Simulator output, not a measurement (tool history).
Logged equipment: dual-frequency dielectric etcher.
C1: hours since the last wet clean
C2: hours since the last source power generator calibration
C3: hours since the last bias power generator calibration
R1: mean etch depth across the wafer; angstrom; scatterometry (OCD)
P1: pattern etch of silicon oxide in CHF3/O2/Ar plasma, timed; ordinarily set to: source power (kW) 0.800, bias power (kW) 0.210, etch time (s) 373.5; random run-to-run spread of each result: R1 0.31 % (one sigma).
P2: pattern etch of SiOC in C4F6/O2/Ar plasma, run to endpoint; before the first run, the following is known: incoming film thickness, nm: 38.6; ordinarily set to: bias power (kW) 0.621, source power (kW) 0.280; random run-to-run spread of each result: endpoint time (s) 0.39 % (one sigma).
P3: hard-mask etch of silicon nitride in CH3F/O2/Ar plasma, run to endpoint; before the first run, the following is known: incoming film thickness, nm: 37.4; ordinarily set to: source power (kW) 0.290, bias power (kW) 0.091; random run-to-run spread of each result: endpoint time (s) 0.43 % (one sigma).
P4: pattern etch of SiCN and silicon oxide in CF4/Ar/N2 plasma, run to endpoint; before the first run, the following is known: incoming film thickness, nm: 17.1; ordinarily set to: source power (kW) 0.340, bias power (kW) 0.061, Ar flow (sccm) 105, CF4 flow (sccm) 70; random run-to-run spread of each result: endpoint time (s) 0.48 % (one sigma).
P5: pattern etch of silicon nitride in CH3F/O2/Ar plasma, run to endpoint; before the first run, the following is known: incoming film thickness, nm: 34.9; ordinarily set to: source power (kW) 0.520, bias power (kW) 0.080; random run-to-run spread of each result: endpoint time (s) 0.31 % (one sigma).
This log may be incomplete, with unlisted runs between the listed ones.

run 1 hour=8.7 | process_that_ran=P1 source_power_(kW)=0.800 bias_power_(kW)=0.210 etch_time_(s)=373.5 | C1=79.8 C2=2023.0 C3=618.6 | R1=8906.1
run 2 hour=25.0 | process_that_ran=P1 source_power_(kW)=0.800 bias_power_(kW)=0.169 etch_time_(s)=373.5 | C1=96.1 C2=2039.3 C3=634.9 | R1=8308.6
run 3 hour=36.8 | process_that_ran=P1 source_power_(kW)=0.800 bias_power_(kW)=0.210 etch_time_(s)=373.5 | C1=107.9 C2=2051.1 C3=646.7 | R1=8894.9
run 4 hour=54.9 | process_that_ran=P1 source_power_(kW)=1.110 bias_power_(kW)=0.210 etch_time_(s)=373.5 | C1=126.0 C2=2069.2 C3=664.8 | R1=10036.0
run 5 hour=65.7 | process_that_ran=P2 source_power_(kW)=0.280 bias_power_(kW)=0.621 | C1=136.8 C2=2080.0 C3=675.6 | endpoint_time_(s)=13.789
run 6 hour=80.1 | process_that_ran=P4 source_power_(kW)=0.240 bias_power_(kW)=0.061 Ar_flow_(sccm)=105 CF4_flow_(sccm)=70 | C1=151.2 C2=2094.4 C3=690.0 | endpoint_time_(s)=36.391
run 7 hour=93.9 | process_that_ran=P5 source_power_(kW)=0.520 bias_power_(kW)=0.080 | C1=165.0 C2=2108.2 C3=703.8 | endpoint_time_(s)=43.703
run 8 hour=106.9 | process_that_ran=P1 source_power_(kW)=0.800 bias_power_(kW)=0.167 etch_time_(s)=223.0 | C1=178.0 C2=2121.2 C3=716.8 | R1=4894.6
run 9 hour=116.9 | process_that_ran=P1 source_power_(kW)=0.800 bias_power_(kW)=0.210 etch_time_(s)=373.5 | C1=188.0 C2=2131.2 C3=726.8 | R1=8854.3
run 10 hour=133.8 | process_that_ran=P3 source_power_(kW)=0.290 bias_power_(kW)=0.091 | C1=204.9 C2=2148.1 C3=743.7 | endpoint_time_(s)=54.839
run 11 hour=142.9 | process_that_ran=P1 source_power_(kW)=0.800 bias_power_(kW)=0.210 etch_time_(s)=205.5 | C1=214.0 C2=2157.2 C3=752.8 | R1=4904.5
run 12 hour=161.2 | process_that_ran=P2 source_power_(kW)=0.280 bias_power_(kW)=0.621 | C1=232.3 C2=2175.5 C3=771.1 | endpoint_time_(s)=13.703
run 13 hour=180.0 | process_that_ran=P1 source_power_(kW)=0.800 bias_power_(kW)=0.210 etch_time_(s)=489.5 | C1=251.1 C2=2194.3 C3=789.9 | R1=11617.0
run 14 hour=188.6 | process_that_ran=P4 source_power_(kW)=0.340 bias_power_(kW)=0.061 Ar_flow_(sccm)=105 CF4_flow_(sccm)=41 | C1=259.7 C2=2202.9 C3=798.5 | endpoint_time_(s)=29.029
run 15 hour=197.9 | process_that_ran=P5 source_power_(kW)=0.520 bias_power_(kW)=0.080 | C1=269.0 C2=2212.2 C3=807.8 | endpoint_time_(s)=43.733
run 16 hour=211.0 | process_that_ran=P1 source_power_(kW)=0.800 bias_power_(kW)=0.210 etch_time_(s)=373.5 | C1=282.1 C2=2225.3 C3=820.9 | R1=8856.5
run 17 hour=223.5 | process_that_ran=P3 source_power_(kW)=0.290 bias_power_(kW)=0.091 | C1=294.6 C2=2237.8 C3=833.4 | endpoint_time_(s)=55.167
run 18 hour=241.6 | process_that_ran=P1 source_power_(kW)=1.030 bias_power_(kW)=0.165 etch_time_(s)=373.5 | C1=312.7 C2=2255.9 C3=851.5 | R1=9029.3
run 19 hour=250.7 | process_that_ran=P4 source_power_(kW)=0.340 bias_power_(kW)=0.061 Ar_flow_(sccm)=148 CF4_flow_(sccm)=70 | C1=321.8 C2=2265.0 C3=860.6 | endpoint_time_(s)=28.275
run 20 hour=265.7 | process_that_ran=P2 source_power_(kW)=0.380 bias_power_(kW)=0.621 | C1=336.8 C2=2280.0 C3=875.6 | endpoint_time_(s)=12.301
run 21 hour=279.5 | process_that_ran=P5 source_power_(kW)=0.520 bias_power_(kW)=0.095 | C1=350.6 C2=2293.8 C3=889.4 | endpoint_time_(s)=41.014
run 22 hour=292.4 | process_that_ran=P1 source_power_(kW)=0.800 bias_power_(kW)=0.210 etch_time_(s)=373.5 | C1=363.5 C2=2306.7 C3=902.3 | R1=8893.7
run 23 hour=305.8 | process_that_ran=P2 source_power_(kW)=0.280 bias_power_(kW)=0.487 | C1=376.9 C2=2320.1 C3=915.7 | endpoint_time_(s)=15.093
run 24 hour=321.5 | process_that_ran=P3 source_power_(kW)=0.290 bias_power_(kW)=0.124 | C1=392.6 C2=2335.8 C3=931.4 | endpoint_time_(s)=48.613
run 25 hour=331.5 | process_that_ran=P4 source_power_(kW)=0.340 bias_power_(kW)=0.078 Ar_flow_(sccm)=105 CF4_flow_(sccm)=70 | C1=402.6 C2=2345.8 C3=941.4 | endpoint_time_(s)=24.763
run 26 hour=343.8 | process_that_ran=P1 source_power_(kW)=0.800 bias_power_(kW)=0.210 etch_time_(s)=373.5 | C1=414.9 C2=2358.1 C3=953.7 | R1=8903.5
run 27 hour=353.8 | process_that_ran=P4 source_power_(kW)=0.340 bias_power_(kW)=0.061 Ar_flow_(sccm)=105 CF4_flow_(sccm)=70 | C1=424.9 C2=2368.1 C3=963.7 | endpoint_time_(s)=27.032
run 28 hour=369.4 | process_that_ran=P1 source_power_(kW)=0.800 bias_power_(kW)=0.293 etch_time_(s)=373.5 | C1=440.5 C2=2383.7 C3=979.3 | R1=10015.0
run 29 hour=384.1 | process_that_ran=P3 source_power_(kW)=0.340 bias_power_(kW)=0.091 | C1=455.2 C2=2398.4 C3=994.0 | endpoint_time_(s)=51.781
run 30 hour=394.7 | process_that_ran=P5 source_power_(kW)=0.350 bias_power_(kW)=0.080 | C1=465.8 C2=2409.0 C3=1004.6 | endpoint_time_(s)=50.585
run 31 hour=410.1 | process_that_ran=P1 source_power_(kW)=0.650 bias_power_(kW)=0.210 etch_time_(s)=373.5 | C1=481.2 C2=2424.4 C3=1020.0 | R1=8147.7
run 32 hour=421.3 | process_that_ran=P1 source_power_(kW)=0.800 bias_power_(kW)=0.210 etch_time_(s)=373.5 | C1=492.4 C2=2435.6 C3=1031.2 | R1=8873.8
run 33 hour=435.9 | process_that_ran=P1 source_power_(kW)=0.800 bias_power_(kW)=0.210 etch_time_(s)=373.5 | C1=507.0 C2=2450.2 C3=1045.8 | R1=8789.6
run 34 hour=448.3 | process_that_ran=P1 source_power_(kW)=0.800 bias_power_(kW)=0.210 etch_time_(s)=373.5 | C1=519.4 C2=2462.6 C3=1058.2 | R1=8786.7
run 35 hour=462.9 | process_that_ran=P1 source_power_(kW)=0.800 bias_power_(kW)=0.210 etch_time_(s)=373.5 | C1=534.0 C2=2477.2 C3=1072.8 | R1=8778.2
-- hour=464.8 wet clean of the chamber
run 36 hour=472.1 | process_that_ran=P1 source_power_(kW)=0.800 bias_power_(kW)=0.210 etch_time_(s)=373.5 | C1=7.4 C2=2486.4 C3=1082.0 | R1=8759.7
run 37 hour=483.7 | process_that_ran=P1 source_power_(kW)=0.800 bias_power_(kW)=0.210 etch_time_(s)=373.5 | C1=19.0 C2=2498.0 C3=1093.6 | R1=8726.7
run 38 hour=498.4 | process_that_ran=P1 source_power_(kW)=0.800 bias_power_(kW)=0.210 etch_time_(s)=373.5 | C1=33.7 C2=2512.7 C3=1108.3 | R1=8712.2
run 39 hour=513.0 | process_that_ran=P1 source_power_(kW)=0.800 bias_power_(kW)=0.210 etch_time_(s)=373.5 | C1=48.3 C2=2527.3 C3=1122.9 | R1=8728.2
run 40 hour=525.4 | process_that_ran=P1 source_power_(kW)=0.800 bias_power_(kW)=0.210 etch_time_(s)=373.5 | C1=60.7 C2=2539.7 C3=1135.3 | R1=8731.6

What P1 gives has crept off from where it sat before. The 2 causes that follow fit the log equally well, each at the size noted:
A: source power that arrives under what is set, % = 4.08
B: bias power that arrives under what is set, % = 4.59
The onset of the drift is placed at about hour 421.3.
Other possible causes, and why each is ruled out:
chamber walls in a state that lowers the etch rate, %: was serviced at hour 464.8, once the creep was under way, yet the earlier output never came back

4 check runs are offered, each on 3 wafers whose results are averaged, their results left as question marks. Which one tells the causes apart?
run check 1 hour=537.8 | process_that_ran=P4 source_power_(kW)=0.340 bias_power_(kW)=0.061 Ar_flow_(sccm)=105 CF4_flow_(sccm)=70 | endpoint_time_(s)=?
run check 2 hour=537.8 | process_that_ran=P3 source_power_(kW)=0.290 bias_power_(kW)=0.091 | endpoint_time_(s)=?
run check 3 hour=537.8 | process_that_ran=P2 source_power_(kW)=0.280 bias_power_(kW)=0.621 | endpoint_time_(s)=?
run check 4 hour=537.8 | process_that_ran=P5 source_power_(kW)=0.520 bias_power_(kW)=0.080 | endpoint_time_(s)=?

Outcome of each check run for each possible cause:
check=check_1 result=endpoint_time_(s) if_A=27.833 if_B=27.251
check=check_2 result=endpoint_time_(s) if_A=55.752 if_B=55.849
check=check_3 result=endpoint_time_(s) if_A=13.955 if_B=14.000
check=check_4 result=endpoint_time_(s) if_A=44.462 if_B=44.475
Distance between the nearest two causes, measured in the result of the check that separates them most: check 1 2.11 %; check 2 0.17 %; check 3 0.32 %; check 4 0.03 %
The causes can be told apart only by check 1. The other checks would give nearly the same results under each of them.

Running check 1 produced the following: endpoint time (s) 27.236. Which one of the listed causes fits?

It is B: bias power that arrives under what is set, %.
